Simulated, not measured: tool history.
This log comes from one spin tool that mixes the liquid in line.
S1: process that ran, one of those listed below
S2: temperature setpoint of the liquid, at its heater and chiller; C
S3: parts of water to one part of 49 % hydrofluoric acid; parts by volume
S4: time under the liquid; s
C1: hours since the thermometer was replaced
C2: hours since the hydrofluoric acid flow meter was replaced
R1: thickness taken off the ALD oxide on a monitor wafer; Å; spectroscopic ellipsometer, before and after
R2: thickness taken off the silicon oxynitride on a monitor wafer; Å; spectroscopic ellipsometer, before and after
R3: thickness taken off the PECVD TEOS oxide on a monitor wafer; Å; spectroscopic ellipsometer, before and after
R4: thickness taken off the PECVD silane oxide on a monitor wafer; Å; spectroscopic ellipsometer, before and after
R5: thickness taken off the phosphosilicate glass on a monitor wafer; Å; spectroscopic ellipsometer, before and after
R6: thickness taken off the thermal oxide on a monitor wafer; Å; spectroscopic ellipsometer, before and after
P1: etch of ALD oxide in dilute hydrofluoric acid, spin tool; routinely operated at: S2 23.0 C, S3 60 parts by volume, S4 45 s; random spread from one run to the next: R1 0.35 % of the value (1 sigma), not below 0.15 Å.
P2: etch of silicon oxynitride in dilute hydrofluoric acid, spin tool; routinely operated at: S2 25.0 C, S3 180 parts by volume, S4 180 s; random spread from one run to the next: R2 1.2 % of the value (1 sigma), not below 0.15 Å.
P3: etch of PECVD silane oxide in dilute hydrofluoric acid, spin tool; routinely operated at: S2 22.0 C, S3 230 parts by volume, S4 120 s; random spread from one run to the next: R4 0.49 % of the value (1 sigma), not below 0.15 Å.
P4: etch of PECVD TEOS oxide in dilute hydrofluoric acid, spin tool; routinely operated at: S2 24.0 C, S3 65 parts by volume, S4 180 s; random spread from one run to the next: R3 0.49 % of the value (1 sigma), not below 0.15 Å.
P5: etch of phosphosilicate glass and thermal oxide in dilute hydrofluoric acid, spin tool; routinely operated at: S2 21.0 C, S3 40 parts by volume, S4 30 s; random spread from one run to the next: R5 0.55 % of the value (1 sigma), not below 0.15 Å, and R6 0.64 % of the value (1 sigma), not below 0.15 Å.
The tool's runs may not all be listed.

run,day,S1,S2,S3,S4,C1,C2,R1,R2,R3,R4,R5,R6
1,0.271,P1,23.0,60,45,398.3,1902.5,114.720,,,,,
2,0.517,P1,23.0,60,45,404.2,1908.4,114.350,,,,,
3,0.662,P1,23.0,35,45,407.7,1911.9,202.320,,,,,
4,0.838,P1,23.0,60,15,411.9,1916.1,38.085,,,,,
5,1.025,P2,33.0,180,180,416.4,1920.6,,26.72,,,,
6,1.217,P4,24.0,65,180,421.0,1925.2,,,244.980,,,
7,1.454,P3,22.0,230,230,426.7,1930.9,,,,214.180,,
8,1.708,P3,22.0,405,120,432.8,1937.0,,,,54.077,,
9,1.954,P5,21.0,40,30,438.7,1942.9,,,,,667.00,37.708
10,2.175,P1,23.0,60,45,444.0,1948.2,114.270,,,,,
11,2.329,P4,24.0,65,60,447.7,1951.9,,,81.487,,,
12,2.617,P1,23.0,95,45,454.6,1958.8,69.082,,,,,
13,2.846,P1,18.5,60,45,460.1,1964.3,94.894,,,,,
14,2.992,P5,21.0,70,30,463.6,1967.8,,,,,368.12,20.706
15,3.183,P1,23.0,60,45,468.2,1972.4,114.450,,,,,
16,3.312,P3,17.0,230,120,471.3,1975.5,,,,92.922,,
17,3.567,P1,30.5,60,45,477.4,1981.6,154.410,,,,,
18,3.762,P4,17.0,65,180,482.1,1986.3,,,180.690,,,
19,3.971,P3,22.0,230,120,487.1,1991.3,,,,112.100,,
20,4.162,P1,23.0,20,25,491.7,1995.9,201.790,,,,,

What does the tool deliver on the next run?
21,4.338,P5,21.0,40,30,495.9,2000.1,,,,,?,?

Run 21 produced R5 665.88 Å, R6 37.630 Å.
